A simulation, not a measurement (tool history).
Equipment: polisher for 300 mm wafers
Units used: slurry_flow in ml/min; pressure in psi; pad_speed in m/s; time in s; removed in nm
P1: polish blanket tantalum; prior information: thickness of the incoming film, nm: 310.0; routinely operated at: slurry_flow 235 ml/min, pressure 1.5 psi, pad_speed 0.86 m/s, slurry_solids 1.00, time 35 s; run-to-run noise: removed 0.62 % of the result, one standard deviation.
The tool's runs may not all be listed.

run   hour  slurry_flow  pressure  pad_speed  slurry_solids  time  removed
  1    9.1          235       1.5       0.86           1.00    35   44.031
  2   14.6          175       1.5       0.86           1.00    35   42.410
  3   21.7          235       1.5       0.86           1.00    35   44.111
  4   33.3          235       0.7       0.86           1.00    35   20.453
  5   44.3          235       1.5       0.86           1.25    35   46.577
  6   56.8          235       1.5       0.86           1.00    35   44.072
  7   68.7          235       1.5       1.34           1.00    35   67.727
  8   80.1          235       1.5       0.48           1.00    35   24.407
  9   91.9          235       2.0       0.86           1.00    35   58.582
 10   99.1          235       1.5       0.86           1.00    18   22.459
 11  111.4          235       1.5       0.86           1.00    35   43.716
 12  122.3          235       1.5       0.86           1.00    49   61.355
 13  129.8          235       1.5       0.86           0.55    35   35.600
 14  141.7          235       1.5       0.86           1.00    35   43.497
 15  151.7          235       0.7       0.46           1.00    35   11.054
 16  161.2          360       1.5       0.86           1.00    35   45.453
 17  169.3          155       1.5       0.86           1.00    43   50.538
 18  178.5          235       1.5       0.86           1.00    35   43.668
 19  187.9          235       1.5       0.86           1.00    35   42.563
 20  196.8          235       1.5       0.86           1.00    35   41.837
 21  203.1          235       1.5       0.86           1.00    35   41.510
     208.8  -- slurry blender recalibrated
 22  210.6          235       1.5       0.86           1.00    35   41.341
     219.9  -- worn pad replaced by a new one
 23  223.1          235       1.5       0.86           1.00    35   41.387
 24  229.3          235       1.5       0.86           1.00    35   40.191
 25  236.9          235       1.5       0.86           1.00    35   40.687

What P1 gives has crept off from where it sat before. The 2 causes that follow fit the log equally well, each at the size noted:
A: slurry flow missing at the pad, % = 38.8
B: head's pressure below its setpoint, % = 6.85
At approximately hour 178.5, the process output began to creep.
Ruled out, with reasons:
removal rate lost through wear of the pad, %: was serviced at hour 219.9, once the creep was under way, yet the earlier output never came back
abrasive missing from the slurry, %: was serviced at hour 208.8, once the creep was under way, yet the earlier output never came back

The list below offers 4 check runs, each averaging the results of 5 wafers, and shows each result as a question mark. For which of them would the listed causes give clearly different results?
check 1  244.5          235       1.5       1.28           0.60    35        ?
check 2  244.5          235       0.8       0.50           1.00    35        ?
check 3  244.5          235       1.5       0.68           1.00    35        ?
check 4  244.5          340       1.5       0.60           1.00    35        ?

Expected result of each check under each candidate cause:
  check   result    if A    if B
check 1  removed  51.102  51.106
check 2  removed  12.674  12.675
check 3  removed  32.319  32.322
check 4  removed  30.170  29.548
Distance between the nearest two causes, measured in the result of the check that separates them most: check 1 0.01 %; check 2 0.01 %; check 3 0.01 %; check 4 2.08 %
Check 4 tells the causes apart: in the others they would give nearly the same result.

Here is what check 4 returned: removed 29.569 nm. Which cause is it?

The correct cause is B, namely: head's pressure below its setpoint, %.

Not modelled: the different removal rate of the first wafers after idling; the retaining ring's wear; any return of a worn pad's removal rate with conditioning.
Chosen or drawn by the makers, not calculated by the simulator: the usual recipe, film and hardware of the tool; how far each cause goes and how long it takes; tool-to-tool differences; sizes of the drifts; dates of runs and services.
